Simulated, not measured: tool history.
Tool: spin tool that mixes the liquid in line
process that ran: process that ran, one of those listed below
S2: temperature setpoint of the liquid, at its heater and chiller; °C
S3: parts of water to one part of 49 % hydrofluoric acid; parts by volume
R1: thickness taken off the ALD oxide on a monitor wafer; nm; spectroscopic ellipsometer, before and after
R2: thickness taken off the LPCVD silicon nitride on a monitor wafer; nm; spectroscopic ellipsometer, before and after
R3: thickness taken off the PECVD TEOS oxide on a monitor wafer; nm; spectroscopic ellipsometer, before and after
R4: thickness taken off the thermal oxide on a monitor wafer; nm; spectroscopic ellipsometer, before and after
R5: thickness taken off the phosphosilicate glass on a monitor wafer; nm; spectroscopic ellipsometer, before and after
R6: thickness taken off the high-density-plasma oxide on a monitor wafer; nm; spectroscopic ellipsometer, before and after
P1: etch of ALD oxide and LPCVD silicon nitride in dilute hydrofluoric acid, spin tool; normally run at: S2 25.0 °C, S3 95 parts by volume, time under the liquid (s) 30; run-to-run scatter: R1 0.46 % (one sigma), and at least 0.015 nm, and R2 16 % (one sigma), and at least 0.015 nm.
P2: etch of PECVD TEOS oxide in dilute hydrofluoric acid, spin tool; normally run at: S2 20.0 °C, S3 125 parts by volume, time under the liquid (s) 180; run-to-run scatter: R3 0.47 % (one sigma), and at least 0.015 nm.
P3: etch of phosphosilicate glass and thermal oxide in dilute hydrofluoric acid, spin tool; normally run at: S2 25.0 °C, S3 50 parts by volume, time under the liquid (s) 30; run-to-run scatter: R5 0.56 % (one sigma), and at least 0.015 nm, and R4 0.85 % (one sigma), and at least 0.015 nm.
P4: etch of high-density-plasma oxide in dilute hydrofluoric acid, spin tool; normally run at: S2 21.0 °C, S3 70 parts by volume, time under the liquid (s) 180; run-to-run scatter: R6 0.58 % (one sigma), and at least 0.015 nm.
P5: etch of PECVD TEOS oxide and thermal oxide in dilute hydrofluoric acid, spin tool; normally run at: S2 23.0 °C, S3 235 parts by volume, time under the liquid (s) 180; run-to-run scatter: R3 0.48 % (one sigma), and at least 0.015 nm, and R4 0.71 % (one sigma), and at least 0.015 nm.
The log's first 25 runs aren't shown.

run 26 day=10.900 | process_that_ran=P1 S2=25.0 S3=95 time_under_the_liquid_(s)=30 | R1=10.5040 R2=0.196430
run 27 day=11.342 | process_that_ran=P4 S2=21.0 S3=130 time_under_the_liquid_(s)=180 | R6=5.8398
run 28 day=11.696 | process_that_ran=P1 S2=25.0 S3=95 time_under_the_liquid_(s)=30 | R1=10.5270 R2=0.162250
run 29 day=11.996 | process_that_ran=P2 S2=20.0 S3=125 time_under_the_liquid_(s)=180 | R3=18.3170
run 30 day=12.454 | process_that_ran=P3 S2=25.0 S3=20 time_under_the_liquid_(s)=30 | R4=8.1478 R5=346.55
run 31 day=12.933 | process_that_ran=P5 S2=23.0 S3=370 time_under_the_liquid_(s)=180 | R3=3.9613 R4=1.6341
run 32 day=13.233 | process_that_ran=P5 S2=23.0 S3=235 time_under_the_liquid_(s)=180 | R3=7.0006 R4=2.9000
run 33 day=13.729 | process_that_ran=P1 S2=25.0 S3=95 time_under_the_liquid_(s)=30 | R1=10.5540 R2=0.225950

The next listed run, before its measurement:
run 34 day=14.042 | process_that_ran=P1 S2=25.0 S3=165 time_under_the_liquid_(s)=30 | R1=? R2=?

R1: 5.5816 nm
R2: 0.087694 nm

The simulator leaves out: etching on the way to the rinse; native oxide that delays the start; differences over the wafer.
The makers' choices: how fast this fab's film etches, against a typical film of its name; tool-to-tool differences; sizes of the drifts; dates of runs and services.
